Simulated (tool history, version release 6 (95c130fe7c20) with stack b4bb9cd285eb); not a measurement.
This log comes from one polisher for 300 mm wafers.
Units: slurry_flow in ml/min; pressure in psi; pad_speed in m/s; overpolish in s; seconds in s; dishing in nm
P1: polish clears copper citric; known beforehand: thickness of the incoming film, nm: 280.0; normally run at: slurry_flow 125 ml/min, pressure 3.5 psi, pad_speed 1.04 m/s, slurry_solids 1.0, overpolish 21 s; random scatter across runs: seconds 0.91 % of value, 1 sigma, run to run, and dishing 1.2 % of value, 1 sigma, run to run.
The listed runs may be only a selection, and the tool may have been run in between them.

run   hour  slurry_flow  pressure  pad_speed  slurry_solids  overpolish  wafers polished on this pad  hours since the slurry nozzle was cleaned  hours since the head pressure was calibrated  hours since the slurry blender was calibrated  seconds  dishing
  1   12.5          125       3.5       1.04            1.0          21                          547                                      219.1                                         892.1                                           87.9  128.720  32.8320
  2   18.7           85       1.6       1.04            1.0          21                          593                                      225.3                                         898.3                                           94.1  298.920  15.0630
  3   29.9          125       3.5       1.04            1.0          21                          677                                      236.5                                         909.5                                          105.3  128.170  32.0830
  4   37.6          125       3.5       1.04            1.0           6                          734                                      244.2                                         917.2                                          113.0  129.260  10.3470
      40.0  -- slurry blender recalibrated
  5   45.4          125       3.5       0.54            1.0          21                          793                                      252.0                                         925.0                                            5.5  247.150  18.7840
  6   52.7          160       3.5       1.04            1.0          21                          847                                      259.3                                         932.3                                           12.8  123.470  33.5320
  7   66.1          125       3.5       1.04            1.0          21                          947                                      272.7                                         945.7                                           26.2  129.090  32.4590
  8   78.2          125       3.5       1.04            0.7          21                         1038                                      284.8                                         957.8                                           38.3  141.570  30.3000
  9   91.6          125       3.5       1.04            1.5          21                         1138                                      298.2                                         971.2                                           51.7  117.250  35.4240
     105.0  -- slurry nozzle cleaned
 10  105.8          125       5.4       1.04            1.0          21                         1244                                        0.9                                         985.4                                           65.9   84.228  45.2420
 11  112.7          125       3.5       1.04            1.0          21                         1295                                        7.8                                         992.3                                           72.8  128.260  32.0360
 12  124.4           75       3.5       1.04            1.0          21                         1383                                       19.5                                        1004.0                                           84.5  146.640  29.1220
 13  134.5          125       3.5       1.04            1.0          39                         1458                                       29.6                                        1014.1                                           94.6  127.390  50.7640
 14  140.8          125       3.5       0.78            1.0           6                         1505                                       35.9                                        1020.4                                          100.9  168.700   7.9696
 15  154.7          125       3.5       1.04            1.0          21                         1609                                       49.8                                        1034.3                                          114.8  127.930  32.1090
 16  168.0          125       3.5       1.64            1.0          21                         1708                                       63.1                                        1047.6                                          128.1   81.665  45.4720
 17  177.8          125       1.8       1.04            1.0          21                         1781                                       72.9                                        1057.4                                          137.9  248.540  18.2580
 18  186.6          125       3.5       1.04            1.0          21                         1847                                       81.7                                        1066.2                                          146.7  132.020  32.1860

What does the tool deliver on the next run?
 19  198.3          125       3.5       1.04            1.0          21                         1935                                       93.4                                        1077.9                                          158.4        ?        ?

{"run 19": {"seconds": 133.07, "dishing": 30.478}}
